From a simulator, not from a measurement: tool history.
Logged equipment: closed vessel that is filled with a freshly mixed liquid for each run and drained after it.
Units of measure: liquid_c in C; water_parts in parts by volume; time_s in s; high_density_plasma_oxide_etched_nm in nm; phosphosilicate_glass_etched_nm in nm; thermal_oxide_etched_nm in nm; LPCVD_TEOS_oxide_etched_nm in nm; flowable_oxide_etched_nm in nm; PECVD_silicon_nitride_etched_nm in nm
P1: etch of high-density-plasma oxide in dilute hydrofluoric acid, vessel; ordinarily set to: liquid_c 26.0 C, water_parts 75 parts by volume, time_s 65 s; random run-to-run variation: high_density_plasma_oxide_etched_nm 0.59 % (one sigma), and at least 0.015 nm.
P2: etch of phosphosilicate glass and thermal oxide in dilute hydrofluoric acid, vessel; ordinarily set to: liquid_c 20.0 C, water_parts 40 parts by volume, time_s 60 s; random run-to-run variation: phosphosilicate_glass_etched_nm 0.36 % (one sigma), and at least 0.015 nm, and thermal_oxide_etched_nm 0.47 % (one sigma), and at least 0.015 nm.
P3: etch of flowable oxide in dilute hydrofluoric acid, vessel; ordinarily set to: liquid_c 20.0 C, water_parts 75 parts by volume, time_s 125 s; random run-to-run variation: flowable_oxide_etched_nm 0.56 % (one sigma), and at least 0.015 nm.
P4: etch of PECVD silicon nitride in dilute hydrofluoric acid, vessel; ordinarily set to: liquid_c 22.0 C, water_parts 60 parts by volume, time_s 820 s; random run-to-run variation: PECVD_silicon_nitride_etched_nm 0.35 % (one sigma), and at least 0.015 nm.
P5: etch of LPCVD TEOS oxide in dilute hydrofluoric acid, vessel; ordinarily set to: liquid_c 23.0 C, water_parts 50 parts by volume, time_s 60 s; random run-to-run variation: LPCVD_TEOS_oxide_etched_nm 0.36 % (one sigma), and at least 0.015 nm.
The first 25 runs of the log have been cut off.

run,hour,process,liquid_c,water_parts,time_s,hours since the thermometer was replaced,hours since the hydrofluoric acid flow meter was replaced,high_density_plasma_oxide_etched_nm,phosphosilicate_glass_etched_nm,thermal_oxide_etched_nm,LPCVD_TEOS_oxide_etched_nm,flowable_oxide_etched_nm,PECVD_silicon_nitride_etched_nm
26,270.5,P2,20.0,40,100,1744.1,221.7,,178.220,10.6840,,,
27,284.7,P3,26.5,75,125,1758.3,235.9,,,,,57.767,
28,293.3,P1,21.5,115,65,1766.9,244.5,2.8284,,,,,
29,300.1,P3,20.0,35,125,1773.7,251.3,,,,,98.336,
30,311.6,P3,20.0,75,125,1785.2,262.8,,,,,43.904,
31,320.9,P1,26.0,20,65,1794.5,272.1,22.1370,,,,,
32,332.9,P1,26.0,75,65,1806.5,284.1,5.4987,,,,,
33,343.9,P1,26.0,75,65,1817.5,295.1,5.6470,,,,,
34,357.8,P1,26.0,75,65,1831.4,309.0,5.7840,,,,,
35,370.7,P1,26.0,75,65,1844.3,321.9,5.8168,,,,,
36,384.8,P1,26.0,75,65,1858.4,336.0,5.8875,,,,,
37,394.7,P1,26.0,75,65,1868.3,345.9,5.7760,,,,,
38,402.1,P1,26.0,75,65,1875.7,353.3,5.8810,,,,,
39,408.6,P1,26.0,75,65,1882.2,359.8,5.9284,,,,,

Run 40 comes next. What will it give?
40,422.8,P1,26.0,75,65,1896.4,374.0,?,,,,,

Run 40 gave high_density_plasma_oxide_etched_nm 5.8622 nm.
